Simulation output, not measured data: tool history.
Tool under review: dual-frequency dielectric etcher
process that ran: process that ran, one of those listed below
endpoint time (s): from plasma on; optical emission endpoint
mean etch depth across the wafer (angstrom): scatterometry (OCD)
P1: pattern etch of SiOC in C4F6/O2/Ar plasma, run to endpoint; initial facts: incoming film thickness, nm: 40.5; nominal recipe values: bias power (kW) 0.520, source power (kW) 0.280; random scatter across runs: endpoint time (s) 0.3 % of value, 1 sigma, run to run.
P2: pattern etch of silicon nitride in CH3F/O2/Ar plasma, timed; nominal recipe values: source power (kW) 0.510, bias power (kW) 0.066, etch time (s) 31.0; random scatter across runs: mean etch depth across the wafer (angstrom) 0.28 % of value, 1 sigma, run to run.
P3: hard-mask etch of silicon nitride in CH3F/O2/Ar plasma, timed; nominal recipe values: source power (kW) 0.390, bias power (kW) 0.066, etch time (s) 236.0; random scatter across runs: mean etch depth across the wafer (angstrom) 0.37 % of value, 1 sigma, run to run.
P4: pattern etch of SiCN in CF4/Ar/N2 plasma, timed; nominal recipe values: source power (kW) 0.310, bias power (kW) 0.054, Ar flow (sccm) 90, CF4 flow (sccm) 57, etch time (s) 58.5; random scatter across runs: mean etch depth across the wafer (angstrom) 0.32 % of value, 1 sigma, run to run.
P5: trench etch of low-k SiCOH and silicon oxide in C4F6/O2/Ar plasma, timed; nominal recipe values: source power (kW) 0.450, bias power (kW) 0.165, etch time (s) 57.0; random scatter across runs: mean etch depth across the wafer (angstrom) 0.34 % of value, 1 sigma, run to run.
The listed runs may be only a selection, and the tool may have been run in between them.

run	day	process that ran	bias power (kW)	source power (kW)	etch time (s)	Ar flow (sccm)	CF4 flow (sccm)	endpoint time (s)	mean etch depth across the wafer (angstrom)
1	0.508	P1	0.520	0.280				15.357	
2	1.188	P2	0.066	0.510	22.0				158.30
3	1.558	P5	0.105	0.450	57.0				1685.90
4	2.033	P4	0.054	0.310	75.5	90	57		434.21
5	2.429	P3	0.066	0.390	337.5				2211.90
6	3.100	P2	0.066	0.510	31.0				222.79
7	3.771	P1	0.693	0.280				13.709	
8	4.338	P4	0.054	0.310	58.5	90	57		337.39
9	4.804	P4	0.031	0.310	58.5	90	57		282.77
10	5.275	P5	0.165	0.450	34.5				1156.60
11	5.900	P1	0.520	0.170				18.417	
12	6.233	P1	0.520	0.280				15.334	
13	6.738	P4	0.054	0.220	58.5	90	57		247.48
14	7.112	P2	0.066	0.510	31.0				223.82
15	7.658	P5	0.165	0.450	57.0				1909.60
16	8.025	P1	0.520	0.280				15.342	
17	8.417	P3	0.066	0.390	236.0				1555.80
18	8.954	P1	0.408	0.280				16.761	
19	9.475	P3	0.066	0.550	236.0				1773.80
20	9.858	P1	0.641	0.230				15.191	
21	10.267	P2	0.046	0.510	31.0				199.89
22	10.833	P5	0.165	0.620	57.0				2170.00
23	11.283	P1	0.520	0.350				14.065	
24	11.900	P1	0.520	0.280				15.244	
25	12.471	P4	0.054	0.310	58.5	53	57		364.65
26	12.921	P4	0.054	0.310	58.5	90	33		308.31
27	13.342	P2	0.066	0.360	31.0				194.86
28	13.846	P3	0.086	0.390	236.0				1710.40
29	14.308	P4	0.054	0.310	58.5	90	57		335.77
30	14.833	P1	0.520	0.280				15.354	
31	15.342	P1	0.520	0.280				15.335	
32	16.046	P1	0.520	0.280				15.135	
33	16.492	P1	0.520	0.280				15.166	
34	16.917	P1	0.520	0.280				15.157	
35	17.275	P1	0.520	0.280				15.165	
36	17.758	P1	0.520	0.280				15.100	
# day 17.804: wet clean of the chamber
37	18.312	P1	0.520	0.280				15.064	
38	18.667	P1	0.520	0.280				15.070	
39	19.275	P1	0.520	0.280				15.106	

P1 no longer gives what it gave before; its output has crept away from where it was. The following 2 causes, each at its listed size, fit the log equally well:
A: bias power that arrives over what is set, % = 4.06
B: source power that arrives over what is set, % = 4.25
Onset of the creep was near day 15.342.
Other possible causes, and why each is ruled out:
chamber walls in a state that raises the etch rate, %: its service at day 17.804 followed the start of the drift and did not put the process back to its old value

The check runs listed below each take one wafer, and their results are still question marks. Under which run would the listed causes lead to clearly different results?
check 1	19.883	P2	0.066	0.380	31.0				?
check 2	19.883	P3	0.081	0.550	236.0				?
check 3	19.883	P4	0.040	0.310	58.5	56	57		?
check 4	19.883	P5	0.112	0.620	57.0				?

Outcome of each check run for each possible cause:
check	result	if A	if B
check 1	mean etch depth across the wafer (angstrom)	202.05	202.54
check 2	mean etch depth across the wafer (angstrom)	1922.60	1926.50
check 3	mean etch depth across the wafer (angstrom)	333.48	342.13
check 4	mean etch depth across the wafer (angstrom)	1964.00	1976.00
Separation of the two closest causes in each check, using whichever result separates them best: check 1 0.24 %; check 2 0.2 %; check 3 2.56 %; check 4 0.61 %
Only in check 3 would the causes give clearly different results; in the remaining checks their results would be nearly the same.

Running check 3 produced the following: mean etch depth across the wafer (angstrom) 333.95. Which one of the listed causes fits?

The cause is A: bias power that arrives over what is set, %.
